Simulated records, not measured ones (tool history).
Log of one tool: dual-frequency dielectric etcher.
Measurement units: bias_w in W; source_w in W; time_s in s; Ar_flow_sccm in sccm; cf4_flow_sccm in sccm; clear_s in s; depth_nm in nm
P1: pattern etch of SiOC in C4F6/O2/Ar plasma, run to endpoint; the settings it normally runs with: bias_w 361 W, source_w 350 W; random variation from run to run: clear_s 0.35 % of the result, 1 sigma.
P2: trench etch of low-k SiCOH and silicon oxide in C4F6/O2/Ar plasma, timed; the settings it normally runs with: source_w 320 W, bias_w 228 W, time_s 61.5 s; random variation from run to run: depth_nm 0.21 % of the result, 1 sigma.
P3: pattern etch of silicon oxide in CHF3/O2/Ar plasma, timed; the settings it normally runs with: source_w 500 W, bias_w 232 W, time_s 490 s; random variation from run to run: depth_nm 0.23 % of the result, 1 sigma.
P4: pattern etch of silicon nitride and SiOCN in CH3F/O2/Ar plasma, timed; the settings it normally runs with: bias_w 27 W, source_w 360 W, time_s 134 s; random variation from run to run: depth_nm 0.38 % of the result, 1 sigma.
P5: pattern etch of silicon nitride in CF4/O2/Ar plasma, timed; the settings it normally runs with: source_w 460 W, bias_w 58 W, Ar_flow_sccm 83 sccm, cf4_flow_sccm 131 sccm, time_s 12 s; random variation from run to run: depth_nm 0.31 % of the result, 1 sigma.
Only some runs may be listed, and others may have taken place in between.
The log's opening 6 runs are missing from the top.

run,day,process,bias_w,source_w,time_s,Ar_flow_sccm,cf4_flow_sccm,hours since the last wet clean,hours since the last bias power generator calibration,hours since the last source power generator calibration,clear_s,depth_nm
7,2.408,P3,232,500,287.5,,,237.3,1415.2,461.7,,579.38
8,2.867,P4,27,360,102.5,,,248.3,1426.2,472.7,,14.364
9,3.262,P4,27,360,134,,,257.8,1435.7,482.2,,18.741
10,3.733,P1,474,250,,,,269.1,1447,493.5,15.004,
11,3.967,P2,228,320,40.5,,,274.7,1452.6,499.1,,132.1
12,4.188,P3,232,500,490,,,280,1457.9,504.4,,985.78
13,4.533,P2,228,190,61.5,,,288.3,1466.2,512.7,,164.97
14,5.004,P1,278,350,,,,299.6,1477.5,524,16.134,
15,5.417,P5,58,460,12,83,105,309.5,1487.4,533.9,,22.262
16,5.825,P4,32,360,134,,,319.3,1497.2,543.7,,20.449
17,6.242,P5,58,460,16,83,131,329.3,1507.2,553.7,,30.022
18,6.708,P1,242,210,,,,340.5,1518.4,564.9,20.492,
19,7.146,P1,361,250,,,,351,1528.9,575.4,16.63,
20,7.471,P1,361,350,,,,358.8,1536.7,583.2,14.685,
21,7.829,P1,361,350,,,,367.4,1545.3,591.8,14.645,
22,8.292,P5,58,590,12,83,131,378.5,1556.4,602.9,,28.12
23,8.696,P1,361,500,,,,388.2,1566.1,612.6,12.742,
24,9.175,P3,232,500,490,,,399.7,1577.6,624.1,,984.05
25,9.446,P4,27,460,134,,,406.2,1584.1,630.6,,20.476
26,9.946,P3,232,350,490,,,418.2,1596.1,642.6,,861.1
27,10.346,P5,44,460,12,83,131,427.8,1605.7,652.2,,20.461
28,10.562,P5,58,460,12,59,131,433,1610.9,657.4,,23.225

Run 29 comes next. What will it give?
29,10.938,P1,286,450,,,,442,1619.9,666.4,?,

{"run 29": {"clear_s": 14.528}}

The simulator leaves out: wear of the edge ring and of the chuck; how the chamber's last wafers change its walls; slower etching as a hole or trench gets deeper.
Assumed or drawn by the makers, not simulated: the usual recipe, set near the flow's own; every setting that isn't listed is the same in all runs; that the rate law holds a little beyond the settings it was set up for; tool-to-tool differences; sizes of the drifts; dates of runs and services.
